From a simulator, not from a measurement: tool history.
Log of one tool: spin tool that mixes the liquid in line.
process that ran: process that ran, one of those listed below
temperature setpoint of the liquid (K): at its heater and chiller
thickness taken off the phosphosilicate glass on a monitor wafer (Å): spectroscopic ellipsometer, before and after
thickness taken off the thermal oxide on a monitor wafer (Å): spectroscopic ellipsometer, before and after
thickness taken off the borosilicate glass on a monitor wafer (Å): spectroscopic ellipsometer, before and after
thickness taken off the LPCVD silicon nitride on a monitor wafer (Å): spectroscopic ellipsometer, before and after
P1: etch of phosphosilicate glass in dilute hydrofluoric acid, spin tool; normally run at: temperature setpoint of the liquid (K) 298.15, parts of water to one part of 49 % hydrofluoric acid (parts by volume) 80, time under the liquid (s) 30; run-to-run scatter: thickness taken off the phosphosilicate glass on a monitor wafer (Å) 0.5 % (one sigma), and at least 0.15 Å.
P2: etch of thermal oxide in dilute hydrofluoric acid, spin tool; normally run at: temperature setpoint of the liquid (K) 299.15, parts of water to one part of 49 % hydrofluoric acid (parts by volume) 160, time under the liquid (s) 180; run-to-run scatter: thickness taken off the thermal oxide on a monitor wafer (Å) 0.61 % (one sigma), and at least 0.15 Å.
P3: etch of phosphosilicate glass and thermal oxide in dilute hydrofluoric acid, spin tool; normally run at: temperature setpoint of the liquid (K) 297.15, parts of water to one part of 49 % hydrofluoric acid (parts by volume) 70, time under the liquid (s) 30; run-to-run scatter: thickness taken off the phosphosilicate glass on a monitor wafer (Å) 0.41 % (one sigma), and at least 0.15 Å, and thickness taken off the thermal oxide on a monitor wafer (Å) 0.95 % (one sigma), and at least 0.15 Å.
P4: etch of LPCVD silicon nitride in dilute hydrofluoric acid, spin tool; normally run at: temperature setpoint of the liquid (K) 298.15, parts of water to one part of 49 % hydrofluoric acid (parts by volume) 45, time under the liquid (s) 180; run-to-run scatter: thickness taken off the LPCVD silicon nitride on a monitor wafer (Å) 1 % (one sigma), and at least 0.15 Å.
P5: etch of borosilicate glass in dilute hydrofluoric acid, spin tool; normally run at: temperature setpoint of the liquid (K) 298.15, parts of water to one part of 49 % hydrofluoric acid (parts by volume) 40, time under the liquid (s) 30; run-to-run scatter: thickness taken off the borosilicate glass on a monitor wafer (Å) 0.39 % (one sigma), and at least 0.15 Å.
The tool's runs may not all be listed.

run	day	process that ran	temperature setpoint of the liquid (K)	parts of water to one part of 49 % hydrofluoric acid (parts by volume)	time under the liquid (s)	hours since the thermometer was replaced	hours since the hydrofluoric acid flow meter was replaced	thickness taken off the phosphosilicate glass on a monitor wafer (Å)	thickness taken off the thermal oxide on a monitor wafer (Å)	thickness taken off the borosilicate glass on a monitor wafer (Å)	thickness taken off the LPCVD silicon nitride on a monitor wafer (Å)
1	0.421	P1	298.15	80	30	657.2	1302.2	266.78			
2	1	P3	300.65	70	30	671.1	1316.1	727.9	24.542		
3	1.521	P1	298.15	80	30	683.6	1328.6	266.27			
4	1.796	P1	298.15	80	30	690.2	1335.2	269.32			
5	2.108	P1	298.15	80	50	697.7	1342.7	447.38			
6	2.521	P5	298.15	40	15	707.6	1352.6			124.99	
7	3	P5	303.15	40	30	719.1	1364.1			305.24	
8	3.421	P5	298.15	40	30	729.2	1374.2			249.35	
9	3.696	P1	298.15	25	30	735.8	1380.8	911.71			
10	3.962	P2	299.15	80	180	742.2	1387.2		108.44		
11	4.333	P2	299.15	160	70	751.1	1396.1		19.118		
12	4.879	P2	292.15	160	180	764.2	1409.2		37.563		
13	5.304	P2	299.15	160	180	774.4	1419.4		48.923		
14	5.867	P1	298.15	130	30	787.9	1432.9	156.08			
15	6.3	P5	298.15	70	30	798.3	1443.3			137.33	
16	6.654	P1	302.65	80	30	806.8	1451.8	320.55			
# day 6.892: hydrofluoric acid flow meter replaced
17	6.967	P1	304.65	110	30	814.3	1.9	239.91			
18	7.325	P3	297.15	115	30	822.9	10.5	364.85	12.124		
19	7.733	P3	297.15	70	50	832.7	20.3	1060.8	35.173		
20	8.129	P1	290.15	140	30	842.2	29.8	103.43			
21	8.729	P4	298.15	45	180	856.6	44.2				19.932
22	9.183	P3	297.15	70	30	867.5	55.1	634.59	20.921		
# day 9.288: thermometer replaced
23	9.621	P1	303.15	80	15	8	65.6	161.83			
24	10.029	P4	305.15	45	180	17.8	75.4				31.703
25	10.454	P1	298.15	80	30	28	85.6	267.41			
26	10.729	P1	292.65	80	30	34.6	92.2	213.85			
27	11.3	P1	298.15	80	30	48.3	105.9	266.62			
28	11.908	P1	298.15	80	15	62.9	120.5	132.2			
29	12.292	P1	298.15	80	30	72.1	129.7	267.09			
30	12.796	P4	298.15	45	15	84.2	141.8				1.5833
31	13.104	P5	298.15	40	30	91.6	149.2			247.1	
32	13.579	P4	298.15	20	180	103	160.6				43.465
33	14.096	P1	298.15	80	30	115.4	173	267.1			
34	14.567	P1	298.15	80	30	126.7	184.3	259.21			
35	15.058	P1	298.15	80	30	138.5	196.1	253.11			
36	15.608	P1	298.15	80	30	151.7	209.3	250.9			
37	16.079	P1	298.15	80	30	163	220.6	246.39			
38	16.454	P1	298.15	80	30	172	229.6	246.57			
39	16.721	P1	298.15	80	30	178.4	236	246.57			
40	17.275	P1	298.15	80	30	191.7	249.3	244.07			
41	17.725	P1	298.15	80	30	202.5	260.1	245.34			
42	18.217	P1	298.15	80	30	214.3	271.9	245.37			
43	18.75	P1	298.15	80	30	227.1	284.7	244.34			

What P1 gives has crept away from where it was. These 2 causes fit the log equally well, each at the size given:
A: liquid colder than its thermometer reads (K) = 2.25
B: hydrofluoric acid flow below the setpoint (%) = 7.85
The creep began at about day 14.096.

4 check runs are offered, each on 2 wafers whose results are averaged, their results left as question marks. Which one tells the causes apart?
check 1	19.283	P3	297.15	95	30			?	?		
check 2	19.283	P2	299.15	95	180				?		
check 3	19.283	P4	304.65	45	180						?
check 4	19.283	P5	298.15	70	30					?	

What each check would give under each cause:
check	result	if A	if B
check 1	thickness taken off the phosphosilicate glass on a monitor wafer (Å)	413.26	412.72
check 1	thickness taken off the thermal oxide on a monitor wafer (Å)	13.797	13.779
check 2	thickness taken off the thermal oxide on a monitor wafer (Å)	82.14	81.862
check 3	thickness taken off the LPCVD silicon nitride on a monitor wafer (Å)	26.3	28.046
check 4	thickness taken off the borosilicate glass on a monitor wafer (Å)	125	125.21
How far apart the two closest causes lie, in the result that separates them most: check 1 0.13 %; check 2 0.34 %; check 3 6.43 %; check 4 0.17 %
Check 3 tells the causes apart: in the others they would give nearly the same result.

Then check 3 was run and gave: thickness taken off the LPCVD silicon nitride on a monitor wafer (Å) 26.126. Which cause is it?

It is A: liquid colder than its thermometer reads (K).

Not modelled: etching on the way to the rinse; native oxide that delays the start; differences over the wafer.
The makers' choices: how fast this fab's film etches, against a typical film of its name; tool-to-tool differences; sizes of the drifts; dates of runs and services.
